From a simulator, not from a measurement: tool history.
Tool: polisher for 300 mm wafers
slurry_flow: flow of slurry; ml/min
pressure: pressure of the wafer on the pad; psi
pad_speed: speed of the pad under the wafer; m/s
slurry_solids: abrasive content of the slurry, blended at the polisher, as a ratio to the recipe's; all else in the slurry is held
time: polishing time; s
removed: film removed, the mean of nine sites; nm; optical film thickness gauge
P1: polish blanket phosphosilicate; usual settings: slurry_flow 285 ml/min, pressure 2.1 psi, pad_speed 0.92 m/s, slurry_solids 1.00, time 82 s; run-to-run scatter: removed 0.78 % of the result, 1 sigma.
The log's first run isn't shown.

| run | hour | slurry_flow | pressure | pad_speed | slurry_solids | time | removed |
|---|---|---|---|---|---|---|---|
| 2 | 19.6 | 285 | 2.1 | 0.42 | 1.00 | 82 | 235.17 |
|  | 26.2 | conditioning disc replaced and pad reconditioned |
| 3 | 31.8 | 285 | 2.1 | 0.92 | 0.70 | 101 | 451.24 |
| 4 | 45.0 | 285 | 2.1 | 0.92 | 1.00 | 82 | 441.11 |
| 5 | 54.9 | 285 | 2.1 | 0.92 | 1.00 | 39 | 209.10 |
| 6 | 64.9 | 285 | 3.0 | 0.92 | 1.00 | 82 | 621.99 |
| 7 | 73.2 | 285 | 2.1 | 0.92 | 1.00 | 82 | 443.05 |
| 8 | 83.2 | 180 | 2.1 | 0.92 | 1.00 | 82 | 415.19 |
| 9 | 89.2 | 285 | 2.1 | 0.56 | 1.00 | 46 | 163.72 |
| 10 | 99.0 | 415 | 2.1 | 0.92 | 1.00 | 82 | 450.39 |
| 11 | 111.0 | 285 | 2.1 | 0.92 | 1.00 | 123 | 654.99 |
| 12 | 122.1 | 285 | 2.1 | 0.92 | 1.00 | 82 | 436.12 |
| 13 | 128.1 | 285 | 1.0 | 0.92 | 1.00 | 82 | 209.02 |
|  | 129.1 | slurry nozzle cleaned |
| 14 | 140.7 | 285 | 2.1 | 0.92 | 1.45 | 82 | 514.68 |
| 15 | 151.3 | 285 | 2.1 | 0.92 | 0.60 | 82 | 337.71 |
| 16 | 162.9 | 285 | 2.1 | 0.92 | 1.00 | 82 | 437.14 |
| 17 | 169.0 | 285 | 2.1 | 0.92 | 1.00 | 82 | 442.12 |
| 18 | 177.5 | 285 | 2.1 | 0.92 | 1.30 | 51 | 304.44 |

The next listed run, before its measurement:
| 19 | 186.8 | 285 | 2.1 | 1.38 | 1.00 | 82 | ? |

removed: 603.60 nm
